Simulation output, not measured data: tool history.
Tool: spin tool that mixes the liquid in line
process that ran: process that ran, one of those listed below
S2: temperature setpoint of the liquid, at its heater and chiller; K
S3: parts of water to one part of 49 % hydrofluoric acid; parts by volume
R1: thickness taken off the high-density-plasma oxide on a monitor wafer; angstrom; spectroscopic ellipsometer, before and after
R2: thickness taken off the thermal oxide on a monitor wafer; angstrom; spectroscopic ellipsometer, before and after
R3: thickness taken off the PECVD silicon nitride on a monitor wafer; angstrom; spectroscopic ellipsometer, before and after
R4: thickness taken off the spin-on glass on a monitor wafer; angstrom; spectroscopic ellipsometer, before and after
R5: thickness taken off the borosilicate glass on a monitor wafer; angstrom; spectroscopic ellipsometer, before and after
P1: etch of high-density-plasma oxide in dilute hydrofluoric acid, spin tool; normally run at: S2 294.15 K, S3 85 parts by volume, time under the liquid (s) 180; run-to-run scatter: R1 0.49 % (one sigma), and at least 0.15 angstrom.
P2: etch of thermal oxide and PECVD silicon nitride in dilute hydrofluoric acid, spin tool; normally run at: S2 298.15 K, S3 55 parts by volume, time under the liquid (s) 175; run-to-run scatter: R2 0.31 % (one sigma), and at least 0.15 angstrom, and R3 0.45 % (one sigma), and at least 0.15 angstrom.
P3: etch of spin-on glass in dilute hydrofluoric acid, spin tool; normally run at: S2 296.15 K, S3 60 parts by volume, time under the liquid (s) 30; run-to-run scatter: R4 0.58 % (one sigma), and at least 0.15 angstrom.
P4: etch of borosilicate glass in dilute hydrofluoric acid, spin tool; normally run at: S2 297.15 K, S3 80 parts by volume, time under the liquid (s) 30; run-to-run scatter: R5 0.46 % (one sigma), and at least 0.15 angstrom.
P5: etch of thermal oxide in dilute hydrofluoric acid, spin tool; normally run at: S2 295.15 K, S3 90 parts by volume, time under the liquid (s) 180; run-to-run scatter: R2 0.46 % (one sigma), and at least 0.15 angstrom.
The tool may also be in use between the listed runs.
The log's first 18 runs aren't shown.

Run 19, hour 218.2: process that ran P4, S2 303.15 K, S3 80 parts by volume, time under the liquid (s) 30. Result: R5 166.78 angstrom.
Run 20, hour 230.0: process that ran P1, S2 294.15 K, S3 85 parts by volume, time under the liquid (s) 180. Result: R1 212.540 angstrom.
Run 21, hour 238.8: process that ran P2, S2 298.15 K, S3 55 parts by volume, time under the liquid (s) 30. Result: R2 28.764 angstrom, R3 21.274 angstrom.
Run 22, hour 254.9: process that ran P5, S2 295.15 K, S3 145 parts by volume, time under the liquid (s) 180. Result: R2 52.656 angstrom.
Run 23, hour 264.9: process that ran P1, S2 294.15 K, S3 85 parts by volume, time under the liquid (s) 305. Result: R1 358.980 angstrom.
Run 24, hour 277.2: process that ran P1, S2 302.15 K, S3 85 parts by volume, time under the liquid (s) 180. Result: R1 292.540 angstrom.
Run 25, hour 285.2: process that ran P5, S2 300.65 K, S3 90 parts by volume, time under the liquid (s) 180. Result: R2 112.460 angstrom.
Run 26, hour 295.7: process that ran P1, S2 294.15 K, S3 85 parts by volume, time under the liquid (s) 180. Result: R1 213.040 angstrom.
Run 27, hour 304.7: process that ran P1, S2 294.15 K, S3 20 parts by volume, time under the liquid (s) 180. Result: R1 990.450 angstrom.
Run 28, hour 312.6: process that ran P1, S2 294.15 K, S3 130 parts by volume, time under the liquid (s) 310. Result: R1 227.730 angstrom.
Run 29, hour 328.5: process that ran P1, S2 294.15 K, S3 125 parts by volume, time under the liquid (s) 180. Result: R1 137.890 angstrom.
Run 30, hour 342.1: process that ran P4, S2 297.15 K, S3 80 parts by volume, time under the liquid (s) 55. Result: R5 244.90 angstrom.
Run 31, hour 350.3: process that ran P3, S2 296.15 K, S3 60 parts by volume, time under the liquid (s) 55. Result: R4 350.46 angstrom.
Run 32, hour 361.7: process that ran P5, S2 295.15 K, S3 90 parts by volume, time under the liquid (s) 180. Result: R2 90.977 angstrom.
Run 33, hour 373.1: process that ran P1, S2 294.15 K, S3 85 parts by volume, time under the liquid (s) 180. Result: R1 211.950 angstrom.
Run 34, hour 383.9: process that ran P1, S2 294.15 K, S3 85 parts by volume, time under the liquid (s) 180. Result: R1 212.890 angstrom.
Run 35, hour 394.7: process that ran P1, S2 294.15 K, S3 85 parts by volume, time under the liquid (s) 180. Result: R1 216.170 angstrom.
Run 36, hour 411.1: process that ran P1, S2 294.15 K, S3 85 parts by volume, time under the liquid (s) 180. Result: R1 221.660 angstrom.
Run 37, hour 425.3: process that ran P1, S2 294.15 K, S3 85 parts by volume, time under the liquid (s) 180. Result: R1 224.340 angstrom.
Run 38, hour 436.4: process that ran P1, S2 294.15 K, S3 85 parts by volume, time under the liquid (s) 180. Result: R1 225.170 angstrom.
Run 39, hour 451.7: process that ran P1, S2 294.15 K, S3 85 parts by volume, time under the liquid (s) 180. Result: R1 223.010 angstrom.
Run 40, hour 460.8: process that ran P1, S2 294.15 K, S3 85 parts by volume, time under the liquid (s) 180. Result: R1 224.450 angstrom.
Run 41, hour 476.7: process that ran P1, S2 294.15 K, S3 85 parts by volume, time under the liquid (s) 180. Result: R1 224.860 angstrom.

Run 42 comes next. What will it give?
Run 42, hour 487.7: process that ran P1, S2 294.15 K, S3 85 parts by volume, time under the liquid (s) 180. Result: R1 ?.

R1: 224.160 angstrom
